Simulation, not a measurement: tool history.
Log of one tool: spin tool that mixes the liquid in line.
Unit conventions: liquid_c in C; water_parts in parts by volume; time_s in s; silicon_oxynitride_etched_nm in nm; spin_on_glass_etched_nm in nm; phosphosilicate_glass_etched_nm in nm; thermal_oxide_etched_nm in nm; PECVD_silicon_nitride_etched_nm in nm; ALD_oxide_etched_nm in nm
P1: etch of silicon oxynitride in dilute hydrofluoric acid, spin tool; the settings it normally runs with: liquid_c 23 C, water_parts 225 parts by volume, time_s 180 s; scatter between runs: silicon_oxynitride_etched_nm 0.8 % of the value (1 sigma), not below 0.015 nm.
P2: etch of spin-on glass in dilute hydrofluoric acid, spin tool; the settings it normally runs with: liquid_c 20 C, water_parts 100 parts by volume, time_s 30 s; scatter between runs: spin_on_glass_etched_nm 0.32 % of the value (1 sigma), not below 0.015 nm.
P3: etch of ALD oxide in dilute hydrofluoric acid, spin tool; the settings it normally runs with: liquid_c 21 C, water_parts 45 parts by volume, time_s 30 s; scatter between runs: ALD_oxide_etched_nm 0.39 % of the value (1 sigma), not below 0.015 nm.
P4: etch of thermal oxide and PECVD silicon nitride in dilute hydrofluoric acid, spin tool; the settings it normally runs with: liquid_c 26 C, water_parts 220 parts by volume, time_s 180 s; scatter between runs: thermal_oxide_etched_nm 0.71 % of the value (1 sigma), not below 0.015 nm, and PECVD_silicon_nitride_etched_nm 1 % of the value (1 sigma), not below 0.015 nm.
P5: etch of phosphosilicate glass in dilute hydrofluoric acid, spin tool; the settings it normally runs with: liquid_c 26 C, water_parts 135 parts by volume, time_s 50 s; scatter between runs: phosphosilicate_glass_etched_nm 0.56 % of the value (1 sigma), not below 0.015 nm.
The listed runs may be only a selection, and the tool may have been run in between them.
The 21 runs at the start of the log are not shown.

run	hour	process	liquid_c	water_parts	time_s	hours since the thermometer was replaced	hours since the hydrofluoric acid flow meter was replaced	silicon_oxynitride_etched_nm	spin_on_glass_etched_nm	phosphosilicate_glass_etched_nm	thermal_oxide_etched_nm	PECVD_silicon_nitride_etched_nm	ALD_oxide_etched_nm
22	154.9	P1	23	140	180	728.5	699.3	4.4556					
23	163.4	P4	18	220	180	737	707.8				2.4962	1.3084	
24	172.9	P5	26	20	50	746.5	717.3			340.84			
25	179	P2	20	25	30	752.6	723.4		44.02				
26	186.8	P1	23	335	180	760.4	731.2	1.6241					
27	194.4	P3	21	45	30	768	738.8						19.706
28	204.1	P2	24.5	100	30	777.7	748.5		12.088				
29	209.7	P2	20	100	30	783.3	754.1		10.101				

Expected results for the next run?
30	217.3	P1	23	225	70	790.9	761.7	?					

silicon_oxynitride_etched_nm: 1.0192 nm
